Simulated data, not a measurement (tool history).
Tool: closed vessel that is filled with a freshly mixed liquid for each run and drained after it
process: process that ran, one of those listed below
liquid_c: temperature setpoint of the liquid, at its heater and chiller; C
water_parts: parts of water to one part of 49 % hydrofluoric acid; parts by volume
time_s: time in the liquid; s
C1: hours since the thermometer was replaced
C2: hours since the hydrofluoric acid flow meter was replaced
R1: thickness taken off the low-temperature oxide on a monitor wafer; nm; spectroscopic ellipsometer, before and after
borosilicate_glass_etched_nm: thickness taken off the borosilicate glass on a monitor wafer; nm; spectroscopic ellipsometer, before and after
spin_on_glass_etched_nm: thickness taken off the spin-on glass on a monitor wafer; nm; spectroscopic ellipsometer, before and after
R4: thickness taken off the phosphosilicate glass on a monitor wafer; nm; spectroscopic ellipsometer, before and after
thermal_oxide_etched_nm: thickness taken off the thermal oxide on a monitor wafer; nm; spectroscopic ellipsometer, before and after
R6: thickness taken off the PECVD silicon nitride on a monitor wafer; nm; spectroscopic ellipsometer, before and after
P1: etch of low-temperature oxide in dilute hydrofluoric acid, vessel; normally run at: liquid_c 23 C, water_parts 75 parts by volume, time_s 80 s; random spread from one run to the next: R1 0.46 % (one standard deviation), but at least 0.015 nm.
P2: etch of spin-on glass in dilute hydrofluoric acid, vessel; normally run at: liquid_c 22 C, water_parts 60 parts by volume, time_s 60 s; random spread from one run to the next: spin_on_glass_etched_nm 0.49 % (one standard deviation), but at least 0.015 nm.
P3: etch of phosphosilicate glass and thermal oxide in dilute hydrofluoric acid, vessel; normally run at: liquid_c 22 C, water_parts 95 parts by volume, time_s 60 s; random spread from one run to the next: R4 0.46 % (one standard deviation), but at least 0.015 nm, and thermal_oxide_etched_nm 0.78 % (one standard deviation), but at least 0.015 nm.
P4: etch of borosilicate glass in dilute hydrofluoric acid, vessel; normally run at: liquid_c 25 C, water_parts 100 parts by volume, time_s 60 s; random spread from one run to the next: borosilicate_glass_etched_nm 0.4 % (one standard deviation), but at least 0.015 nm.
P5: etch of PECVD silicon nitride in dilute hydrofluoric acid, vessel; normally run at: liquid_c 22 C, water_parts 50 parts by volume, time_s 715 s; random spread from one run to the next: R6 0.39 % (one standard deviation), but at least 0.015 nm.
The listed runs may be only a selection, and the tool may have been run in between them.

run 1 day=0.65 | process=P1 liquid_c=23 water_parts=75 time_s=80 | C1=525.7 C2=434.3 | R1=23.489
run 2 day=1.212 | process=P4 liquid_c=25 water_parts=100 time_s=100 | C1=539.2 C2=447.8 | borosilicate_glass_etched_nm=36.965
run 3 day=1.942 | process=P2 liquid_c=22 water_parts=60 time_s=60 | C1=556.7 C2=465.3 | spin_on_glass_etched_nm=37.097
run 4 day=2.504 | process=P1 liquid_c=23 water_parts=20 time_s=80 | C1=570.2 C2=478.8 | R1=93.282
-- day=2.55 hydrofluoric acid flow meter replaced
run 5 day=3.05 | process=P1 liquid_c=23 water_parts=25 time_s=115 | C1=583.3 C2=12.1 | R1=106.74
run 6 day=3.538 | process=P2 liquid_c=22 water_parts=85 time_s=60 | C1=595 C2=23.8 | spin_on_glass_etched_nm=25.124
run 7 day=4.217 | process=P3 liquid_c=22 water_parts=95 time_s=30 | C1=611.3 C2=40.1 | R4=51.161 thermal_oxide_etched_nm=1.5069
run 8 day=4.896 | process=P1 liquid_c=30.5 water_parts=45 time_s=80 | C1=627.6 C2=56.4 | R1=54.29
run 9 day=5.588 | process=P3 liquid_c=22 water_parts=95 time_s=60 | C1=644.2 C2=73 | R4=102.1 thermal_oxide_etched_nm=2.8976
run 10 day=6.083 | process=P1 liquid_c=23 water_parts=135 time_s=80 | C1=656.1 C2=84.9 | R1=12.054
run 11 day=6.604 | process=P2 liquid_c=22 water_parts=60 time_s=60 | C1=668.6 C2=97.4 | spin_on_glass_etched_nm=36.798
run 12 day=6.992 | process=P1 liquid_c=23 water_parts=75 time_s=80 | C1=677.9 C2=106.7 | R1=23.511
run 13 day=7.767 | process=P2 liquid_c=29 water_parts=60 time_s=60 | C1=696.5 C2=125.3 | spin_on_glass_etched_nm=48.866
run 14 day=8.529 | process=P1 liquid_c=17 water_parts=75 time_s=80 | C1=714.8 C2=143.6 | R1=18.17
run 15 day=9.129 | process=P5 liquid_c=22 water_parts=50 time_s=715 | C1=729.2 C2=158 | R6=28.892
run 16 day=9.654 | process=P1 liquid_c=27 water_parts=75 time_s=80 | C1=741.8 C2=170.6 | R1=27.301
run 17 day=10.092 | process=P3 liquid_c=22 water_parts=175 time_s=60 | C1=752.3 C2=181.1 | R4=50.493 thermal_oxide_etched_nm=1.44
run 18 day=10.762 | process=P1 liquid_c=23 water_parts=75 time_s=150 | C1=768.4 C2=197.2 | R1=43.648
run 19 day=11.475 | process=P5 liquid_c=30 water_parts=50 time_s=715 | C1=785.5 C2=214.3 | R6=49.281
run 20 day=11.958 | process=P4 liquid_c=25 water_parts=165 time_s=60 | C1=797.1 C2=225.9 | borosilicate_glass_etched_nm=12.394
run 21 day=12.525 | process=P4 liquid_c=25 water_parts=100 time_s=60 | C1=810.7 C2=239.5 | borosilicate_glass_etched_nm=22.225
run 22 day=13.275 | process=P3 liquid_c=22 water_parts=95 time_s=60 | C1=828.7 C2=257.5 | R4=101.53 thermal_oxide_etched_nm=2.8638
run 23 day=13.65 | process=P1 liquid_c=23 water_parts=75 time_s=80 | C1=837.7 C2=266.5 | R1=23.597
run 24 day=14.308 | process=P2 liquid_c=22 water_parts=60 time_s=30 | C1=853.5 C2=282.3 | spin_on_glass_etched_nm=18.383
run 25 day=14.742 | process=P5 liquid_c=22 water_parts=50 time_s=70 | C1=863.9 C2=292.7 | R6=2.8397
run 26 day=15.425 | process=P1 liquid_c=23 water_parts=75 time_s=30 | C1=880.3 C2=309.1 | R1=8.7875

Run 27, settings as shown, results not yet in. Your forecast:
run 27 day=16.146 | process=P5 liquid_c=22 water_parts=80 time_s=715 | C1=897.6 C2=326.4 | R6=?

R6: 18.343 nm
